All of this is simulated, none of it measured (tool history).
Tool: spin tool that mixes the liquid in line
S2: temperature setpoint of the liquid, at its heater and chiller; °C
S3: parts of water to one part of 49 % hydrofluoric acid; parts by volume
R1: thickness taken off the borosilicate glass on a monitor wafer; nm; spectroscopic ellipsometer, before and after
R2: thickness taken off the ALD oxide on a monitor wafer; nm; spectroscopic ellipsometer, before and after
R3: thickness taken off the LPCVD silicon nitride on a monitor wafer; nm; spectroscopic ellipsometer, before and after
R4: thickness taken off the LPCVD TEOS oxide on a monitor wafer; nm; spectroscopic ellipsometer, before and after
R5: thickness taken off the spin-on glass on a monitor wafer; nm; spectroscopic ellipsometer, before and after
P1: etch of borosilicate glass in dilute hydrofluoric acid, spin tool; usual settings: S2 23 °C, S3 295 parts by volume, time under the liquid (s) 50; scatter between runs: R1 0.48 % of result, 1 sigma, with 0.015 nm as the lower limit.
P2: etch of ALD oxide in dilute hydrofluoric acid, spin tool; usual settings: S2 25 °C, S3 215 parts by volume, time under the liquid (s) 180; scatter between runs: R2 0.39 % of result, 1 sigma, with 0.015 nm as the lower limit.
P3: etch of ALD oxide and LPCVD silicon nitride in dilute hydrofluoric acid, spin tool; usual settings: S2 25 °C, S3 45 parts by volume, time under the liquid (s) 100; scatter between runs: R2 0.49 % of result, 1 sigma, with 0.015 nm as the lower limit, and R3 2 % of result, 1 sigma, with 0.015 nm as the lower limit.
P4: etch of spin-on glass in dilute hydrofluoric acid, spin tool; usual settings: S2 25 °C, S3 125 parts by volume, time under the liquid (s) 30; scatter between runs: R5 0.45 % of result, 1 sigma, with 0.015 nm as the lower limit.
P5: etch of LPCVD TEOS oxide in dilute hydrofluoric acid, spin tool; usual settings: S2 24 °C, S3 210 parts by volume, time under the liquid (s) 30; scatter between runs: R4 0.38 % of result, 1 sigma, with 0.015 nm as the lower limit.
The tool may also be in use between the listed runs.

Run 1, hour 6: process that ran P1, S2 23 °C, S3 295 parts by volume, time under the liquid (s) 50. Result: R1 6.7879 nm.
Run 2, hour 15: process that ran P1, S2 23 °C, S3 465 parts by volume, time under the liquid (s) 50. Result: R1 3.6953 nm.
Run 3, hour 23.3: process that ran P3, S2 25 °C, S3 45 parts by volume, time under the liquid (s) 195. Result: R2 67.212 nm, R3 1.9523 nm.
Run 4, hour 29.5: process that ran P3, S2 25 °C, S3 45 parts by volume, time under the liquid (s) 100. Result: R2 34.544 nm, R3 0.99818 nm.
Run 5, hour 38.6: process that ran P5, S2 24 °C, S3 380 parts by volume, time under the liquid (s) 30. Result: R4 3.4717 nm.
Run 6, hour 47.9: process that ran P2, S2 25 °C, S3 215 parts by volume, time under the liquid (s) 180. Result: R2 13.415 nm.
Run 7, hour 55.3: process that ran P4, S2 25 °C, S3 220 parts by volume, time under the liquid (s) 30. Result: R5 3.3449 nm.
Run 8, hour 60.8: process that ran P4, S2 32 °C, S3 125 parts by volume, time under the liquid (s) 30. Result: R5 8.5192 nm.
Run 9, hour 67.6: process that ran P1, S2 17 °C, S3 295 parts by volume, time under the liquid (s) 50. Result: R1 5.4067 nm.
Run 10, hour 74: process that ran P1, S2 23 °C, S3 295 parts by volume, time under the liquid (s) 50. Result: R1 6.7985 nm.
Run 11, hour 79.1: process that ran P1, S2 23 °C, S3 295 parts by volume, time under the liquid (s) 80. Result: R1 10.871 nm.
Run 12, hour 85.4: process that ran P4, S2 25 °C, S3 125 parts by volume, time under the liquid (s) 15. Result: R5 3.27 nm.
Run 13, hour 92.2: process that ran P3, S2 17.5 °C, S3 45 parts by volume, time under the liquid (s) 100. Result: R2 25.112 nm, R3 0.63818 nm.
Run 14, hour 98.9: process that ran P3, S2 25 °C, S3 30 parts by volume, time under the liquid (s) 100. Result: R2 53.056 nm, R3 1.4239 nm.
Run 15, hour 108.9: process that ran P5, S2 24 °C, S3 210 parts by volume, time under the liquid (s) 30. Result: R4 7.3743 nm.
Run 16, hour 115.6: process that ran P1, S2 29 °C, S3 490 parts by volume, time under the liquid (s) 50. Result: R1 4.0837 nm.
Run 17, hour 123.6: process that ran P2, S2 33 °C, S3 215 parts by volume, time under the liquid (s) 180. Result: R2 17.67 nm.
Run 18, hour 128.4: process that ran P5, S2 24 °C, S3 210 parts by volume, time under the liquid (s) 30. Result: R4 7.3562 nm.
Run 19, hour 138: process that ran P1, S2 23 °C, S3 295 parts by volume, time under the liquid (s) 25. Result: R1 3.4016 nm.
Run 20, hour 144.9: process that ran P2, S2 25 °C, S3 215 parts by volume, time under the liquid (s) 180. Result: R2 13.361 nm.
Run 21, hour 153.9: process that ran P5, S2 24 °C, S3 210 parts by volume, time under the liquid (s) 15. Result: R4 3.6778 nm.
Run 22, hour 162.4: process that ran P5, S2 17 °C, S3 210 parts by volume, time under the liquid (s) 30. Result: R4 5.6304 nm.
Run 23, hour 171: process that ran P2, S2 25 °C, S3 110 parts by volume, time under the liquid (s) 180. Result: R2 29.576 nm.
Run 24, hour 180.1: process that ran P1, S2 23 °C, S3 295 parts by volume, time under the liquid (s) 50. Result: R1 6.7658 nm.
Run 25, hour 185: process that ran P4, S2 25 °C, S3 125 parts by volume, time under the liquid (s) 30. Result: R5 6.5683 nm.
Run 26, hour 190.9: process that ran P1, S2 23 °C, S3 295 parts by volume, time under the liquid (s) 50. Result: R1 6.7532 nm.
Run 27, hour 199.1: process that ran P1, S2 23 °C, S3 45 parts by volume, time under the liquid (s) 50. Result: R1 58.713 nm.
Run 28, hour 206.4: process that ran P2, S2 25 °C, S3 215 parts by volume, time under the liquid (s) 350. Result: R2 26.273 nm.
Run 29, hour 216.5: process that ran P1, S2 27.5 °C, S3 295 parts by volume, time under the liquid (s) 50. Result: R1 7.8579 nm.
Run 30, hour 224.2: process that ran P3, S2 25 °C, S3 45 parts by volume, time under the liquid (s) 100. Result: R2 34.573 nm, R3 0.98661 nm.
Run 31, hour 232.3: process that ran P1, S2 23 °C, S3 295 parts by volume, time under the liquid (s) 50. Result: R1 6.7534 nm.
Run 32, hour 239.8: process that ran P1, S2 23 °C, S3 295 parts by volume, time under the liquid (s) 50. Result: R1 6.681 nm.
Run 33, hour 244.9: process that ran P1, S2 23 °C, S3 295 parts by volume, time under the liquid (s) 50. Result: R1 6.5871 nm.
Run 34, hour 252.4: process that ran P1, S2 23 °C, S3 295 parts by volume, time under the liquid (s) 50. Result: R1 6.5121 nm.
Run 35, hour 262.3: process that ran P1, S2 23 °C, S3 295 parts by volume, time under the liquid (s) 50. Result: R1 6.4558 nm.
Run 36, hour 267: process that ran P1, S2 23 °C, S3 295 parts by volume, time under the liquid (s) 50. Result: R1 6.4774 nm.
Run 37, hour 277.5: process that ran P1, S2 23 °C, S3 295 parts by volume, time under the liquid (s) 50. Result: R1 6.4083 nm.
Run 38, hour 285.5: process that ran P1, S2 23 °C, S3 295 parts by volume, time under the liquid (s) 50. Result: R1 6.4328 nm.
Run 39, hour 294.7: process that ran P1, S2 23 °C, S3 295 parts by volume, time under the liquid (s) 50. Result: R1 6.4147 nm.
Run 40, hour 302.4: process that ran P1, S2 23 °C, S3 295 parts by volume, time under the liquid (s) 50. Result: R1 6.4137 nm.
Run 41, hour 307.7: process that ran P1, S2 23 °C, S3 295 parts by volume, time under the liquid (s) 50. Result: R1 6.4385 nm.

What P1 gives has crept away from where it was. These 2 causes fit the log equally well, each at the size given:
A: liquid colder than its thermometer reads (K) = 1.57
B: hydrofluoric acid flow below the setpoint (%) = 4.24
The drift started at roughly hour 232.3.

The 4 check runs listed below each average the results of 3 wafers, and their outcomes are marked with question marks. Under which run would the listed causes produce clearly different results?
Run check 1, hour 313: process that ran P3, S2 18 °C, S3 45 parts by volume, time under the liquid (s) 185. Result: R2 ?, R3 ?.
Run check 2, hour 313: process that ran P2, S2 32.5 °C, S3 215 parts by volume, time under the liquid (s) 285. Result: R2 ?.
Run check 3, hour 313: process that ran P5, S2 19 °C, S3 320 parts by volume, time under the liquid (s) 30. Result: R4 ?.
Run check 4, hour 313: process that ran P4, S2 25 °C, S3 210 parts by volume, time under the liquid (s) 15. Result: R5 ?.

What every check run would give for each of its results, assuming each possible cause in turn:
  check  result    if A    if B
check 1      R2  44.197  45.218
check 1      R3  1.0211  1.0948
check 2      R2  26.163  26.091
check 3      R4  3.4135  3.4222
check 4      R5  1.6689  1.6758
Gap, in per cent, between the two causes that each check separates least, read from the result that separates them most: check 1 6.97 %; check 2 0.27 %; check 3 0.26 %; check 4 0.41 %
Check 1 is the one run that separates the causes; every other check would come out nearly the same whichever cause is at work.

Then check 1 was run and gave: R2 45.16 nm; R3 1.1083 nm. Which cause is it?

The cause is B: hydrofluoric acid flow below the setpoint (%).
